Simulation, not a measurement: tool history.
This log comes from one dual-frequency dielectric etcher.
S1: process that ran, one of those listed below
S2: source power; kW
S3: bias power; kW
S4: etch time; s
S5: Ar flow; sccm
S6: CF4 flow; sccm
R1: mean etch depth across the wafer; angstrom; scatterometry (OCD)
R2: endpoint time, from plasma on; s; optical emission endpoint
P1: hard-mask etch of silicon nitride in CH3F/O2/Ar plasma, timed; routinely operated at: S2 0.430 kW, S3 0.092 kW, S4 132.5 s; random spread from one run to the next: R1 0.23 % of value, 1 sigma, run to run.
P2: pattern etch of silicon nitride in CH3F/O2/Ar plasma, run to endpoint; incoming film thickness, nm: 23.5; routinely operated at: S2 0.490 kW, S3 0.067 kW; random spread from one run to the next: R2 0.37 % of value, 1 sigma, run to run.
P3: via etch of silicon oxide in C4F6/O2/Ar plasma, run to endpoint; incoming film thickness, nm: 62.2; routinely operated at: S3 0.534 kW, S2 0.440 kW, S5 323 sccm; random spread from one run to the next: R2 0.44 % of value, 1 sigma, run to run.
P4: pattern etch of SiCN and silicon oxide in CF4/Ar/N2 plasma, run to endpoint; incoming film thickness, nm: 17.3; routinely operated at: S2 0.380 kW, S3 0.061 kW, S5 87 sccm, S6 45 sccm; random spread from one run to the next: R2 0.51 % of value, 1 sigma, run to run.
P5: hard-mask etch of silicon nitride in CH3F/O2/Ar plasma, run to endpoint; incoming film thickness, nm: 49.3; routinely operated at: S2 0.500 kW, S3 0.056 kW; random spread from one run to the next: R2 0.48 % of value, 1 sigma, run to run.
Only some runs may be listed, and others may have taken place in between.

| run | hour | S1 | S2 | S3 | S4 | S5 | S6 | R1 | R2 |
|---|---|---|---|---|---|---|---|---|---|
| 1 | 5.2 | P1 | 0.430 | 0.092 | 132.5 |  |  | 1038.10 |  |
| 2 | 9.9 | P4 | 0.380 | 0.049 |  | 87 | 45 |  | 27.673 |
| 3 | 15.5 | P4 | 0.230 | 0.061 |  | 87 | 45 |  | 39.699 |
| 4 | 23.0 | P5 | 0.500 | 0.034 |  |  |  |  | 82.537 |
| 5 | 28.5 | P1 | 0.570 | 0.092 | 132.5 |  |  | 1150.00 |  |
| 6 | 34.5 | P3 | 0.440 | 0.744 |  | 323 |  |  | 11.288 |
| 7 | 39.2 | P5 | 0.610 | 0.056 |  |  |  |  | 66.287 |
| 8 | 44.0 | P4 | 0.380 | 0.061 |  | 87 | 45 |  | 25.893 |
| 9 | 49.1 | P1 | 0.430 | 0.074 | 192.5 |  |  | 1398.10 |  |
| 10 | 56.4 | P4 | 0.380 | 0.061 |  | 71 | 45 |  | 25.108 |
| 11 | 63.2 | P1 | 0.430 | 0.092 | 132.5 |  |  | 1037.30 |  |
| 12 | 71.6 | P1 | 0.430 | 0.092 | 73.0 |  |  | 570.38 |  |
| 13 | 78.9 | P5 | 0.500 | 0.056 |  |  |  |  | 70.891 |
| 14 | 85.9 | P1 | 0.290 | 0.092 | 132.5 |  |  | 892.46 |  |
| 15 | 90.0 | P4 | 0.380 | 0.061 |  | 87 | 62 |  | 24.310 |
| 16 | 96.4 | P1 | 0.430 | 0.125 | 132.5 |  |  | 1164.40 |  |
| 17 | 102.4 | P3 | 0.440 | 0.534 |  | 323 |  |  | 12.946 |
| 18 | 108.9 | P2 | 0.690 | 0.067 |  |  |  |  | 27.178 |
| 19 | 112.8 | P2 | 0.490 | 0.067 |  |  |  |  | 31.190 |
| 20 | 120.2 | P1 | 0.590 | 0.071 | 132.5 |  |  | 1067.90 |  |
| 21 | 129.0 | P1 | 0.430 | 0.092 | 132.5 |  |  | 1038.90 |  |
| 22 | 136.7 | P3 | 0.270 | 0.534 |  | 323 |  |  | 15.317 |
| 23 | 143.2 | P2 | 0.490 | 0.082 |  |  |  |  | 29.098 |
| 24 | 152.2 | P1 | 0.430 | 0.060 | 132.5 |  |  | 899.51 |  |
| 25 | 158.6 | P1 | 0.430 | 0.092 | 162.0 |  |  | 1271.70 |  |
| 26 | 165.6 | P1 | 0.430 | 0.092 | 132.5 |  |  | 1035.10 |  |
| 27 | 170.4 | P1 | 0.430 | 0.092 | 132.5 |  |  | 1034.20 |  |
| 28 | 175.5 | P3 | 0.440 | 0.534 |  | 195 |  |  | 12.056 |
| 29 | 179.9 | P1 | 0.430 | 0.092 | 132.5 |  |  | 1034.70 |  |
| 30 | 187.6 | P1 | 0.430 | 0.092 | 132.5 |  |  | 1048.80 |  |
| 31 | 196.0 | P1 | 0.430 | 0.092 | 132.5 |  |  | 1049.40 |  |
|  | 200.6 | wet clean of the chamber |
| 32 | 202.0 | P1 | 0.430 | 0.092 | 132.5 |  |  | 1054.50 |  |
| 33 | 208.5 | P1 | 0.430 | 0.092 | 132.5 |  |  | 1051.20 |  |
| 34 | 213.7 | P1 | 0.430 | 0.092 | 132.5 |  |  | 1051.10 |  |
| 35 | 222.7 | P1 | 0.430 | 0.092 | 132.5 |  |  | 1055.50 |  |
| 36 | 230.0 | P1 | 0.430 | 0.092 | 132.5 |  |  | 1052.10 |  |

The output of P1 has drifted from where it used to be. Each of the 2 causes below, taken at the size shown beside it, accounts for the log equally well:
A: bias power that arrives over what is set, % = 4.48
B: source power that arrives over what is set, % = 4.32
The gradual shift began around hour 179.9.
Ruled out, with reasons:
chamber walls in a state that raises the etch rate, %: serviced at hour 200.6, which brought nothing back

Which of the check runs below tells the causes apart, meaning the causes would give it clearly different results? Each run uses 3 wafers whose results are averaged, and each result is shown as a question mark.
| check 1 | 237.3 | P2 | 0.660 | 0.081 |  |  |  |  | ? |
| check 2 | 237.3 | P4 | 0.320 | 0.061 |  | 87 | 45 |  | ? |
| check 3 | 237.3 | P3 | 0.370 | 0.534 |  | 266 |  |  | ? |
| check 4 | 237.3 | P5 | 0.590 | 0.034 |  |  |  |  | ? |

Outcome of each check run for each possible cause:
| check | result | if A | if B |
|---|---|---|---|
| check 1 | R2 | 25.680 | 25.649 |
| check 2 | R2 | 29.483 | 28.850 |
| check 3 | R2 | 13.130 | 13.145 |
| check 4 | R2 | 76.129 | 75.714 |
Separation of the two closest causes in each check, using whichever result separates them best: check 1 0.12 %; check 2 2.17 %; check 3 0.11 %; check 4 0.55 %
Only in check 2 would the causes give clearly different results; in the remaining checks their results would be nearly the same.

Check 2 has now been run. It gave: R2 29.517 s. Which of the candidate causes is it?

Of the candidate causes, it is A: bias power that arrives over what is set, %.
